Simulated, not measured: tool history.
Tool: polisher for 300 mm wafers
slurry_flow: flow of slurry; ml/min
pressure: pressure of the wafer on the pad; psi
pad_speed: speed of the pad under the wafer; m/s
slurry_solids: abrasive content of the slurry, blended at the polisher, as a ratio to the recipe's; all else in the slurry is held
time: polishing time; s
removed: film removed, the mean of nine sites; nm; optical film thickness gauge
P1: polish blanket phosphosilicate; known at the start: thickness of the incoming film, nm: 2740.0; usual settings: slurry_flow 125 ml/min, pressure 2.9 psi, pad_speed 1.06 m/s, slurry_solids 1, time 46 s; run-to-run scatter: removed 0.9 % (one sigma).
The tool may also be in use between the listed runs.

run,hour,slurry_flow,pressure,pad_speed,slurry_solids,time,removed
1,13.6,125,2.9,1.06,1,46,397.16
2,19.8,125,2.9,0.48,1,46,214.05
# hour 26.5: slurry nozzle cleaned
3,26.5,125,2.9,1.06,1,46,400.85
4,39.4,125,2.9,1.06,1,27,234.58
5,52,125,2.1,1.06,1,46,292.31
6,60.5,125,2.9,1.06,1.45,46,468.5
7,66.9,125,2.9,1.06,1,46,401.49
8,80.1,125,4.3,1.06,1,46,600.26
9,93.7,125,2.9,1.06,0.8,31,240.85
10,103.3,125,2.9,1.06,0.55,46,296.29
11,113.5,125,2.9,1.06,1,72,630.18
12,125.9,125,2.9,1.06,1,46,405.31
13,138.4,185,2.9,1.06,1,46,429.67
14,147.6,125,2.9,1.06,1,46,404.99
15,158,90,2.9,1.06,1,46,367.11
16,164.9,125,2.9,1.06,1,46,399.12
17,178.6,125,2.9,1.66,1,46,574.64
18,192.2,125,2.9,1.06,1,46,401.1
19,202.7,125,2.9,1.06,1,46,383.45
20,214.8,125,2.9,1.06,1,46,374.6
21,227.6,125,2.9,1.06,1,46,365.19
22,237.4,125,2.9,1.06,1,46,361.52
23,247.3,125,2.9,1.06,1,46,356.09
24,258.5,125,2.9,1.06,1,46,352.2
# hour 265: slurry nozzle cleaned
25,265.6,125,2.9,1.06,1,46,357.37
# hour 269: head pressure recalibrated
# hour 271.3: conditioning disc replaced and pad reconditioned
26,274.2,125,2.9,1.06,1,46,354.61
27,286.5,125,2.9,1.06,1,46,351.15
28,298.7,125,2.9,1.06,1,46,344.57

What P1 gives has crept away from where it was. These 2 causes fit the log equally well, each at the size given:
A: removal rate lost through wear of the pad, % = 12.5
B: abrasive missing from the slurry, % = 24
The creep began at about hour 192.2.
Why every other cause is out:
slurry flow missing at the pad, %: serviced at hour 265, which brought nothing back
head's pressure below its setpoint, %: serviced at hour 269, which brought nothing back
time polished since the conditioner stopped cutting, s: serviced at hour 271.3, which brought nothing back

4 check runs are offered, each on 3 wafers whose results are averaged, their results left as question marks. Which one tells the causes apart?
check 1,310.9,125,3.5,1.06,1,71,?
check 2,310.9,125,3.5,1.06,0.55,46,?
check 3,310.9,125,2.9,1.6,1,33,?
check 4,310.9,185,4.3,1.06,1,46,?

What each check would give under each cause:
check,result,if A,if B
check 1,removed,654.34,653.95
check 2,removed,309.02,296.72
check 3,removed,350.3,350.09
check 4,removed,556.9,556.57
How far apart the two closest causes lie, in the result that separates them most: check 1 0.06 %; check 2 4.06 %; check 3 0.06 %; check 4 0.06 %
Only check 2 tells the causes apart: in the others they would give nearly the same result.

Then check 2 was run and gave: removed 308.46 nm. Which cause is it?

It is A: removal rate lost through wear of the pad, %.

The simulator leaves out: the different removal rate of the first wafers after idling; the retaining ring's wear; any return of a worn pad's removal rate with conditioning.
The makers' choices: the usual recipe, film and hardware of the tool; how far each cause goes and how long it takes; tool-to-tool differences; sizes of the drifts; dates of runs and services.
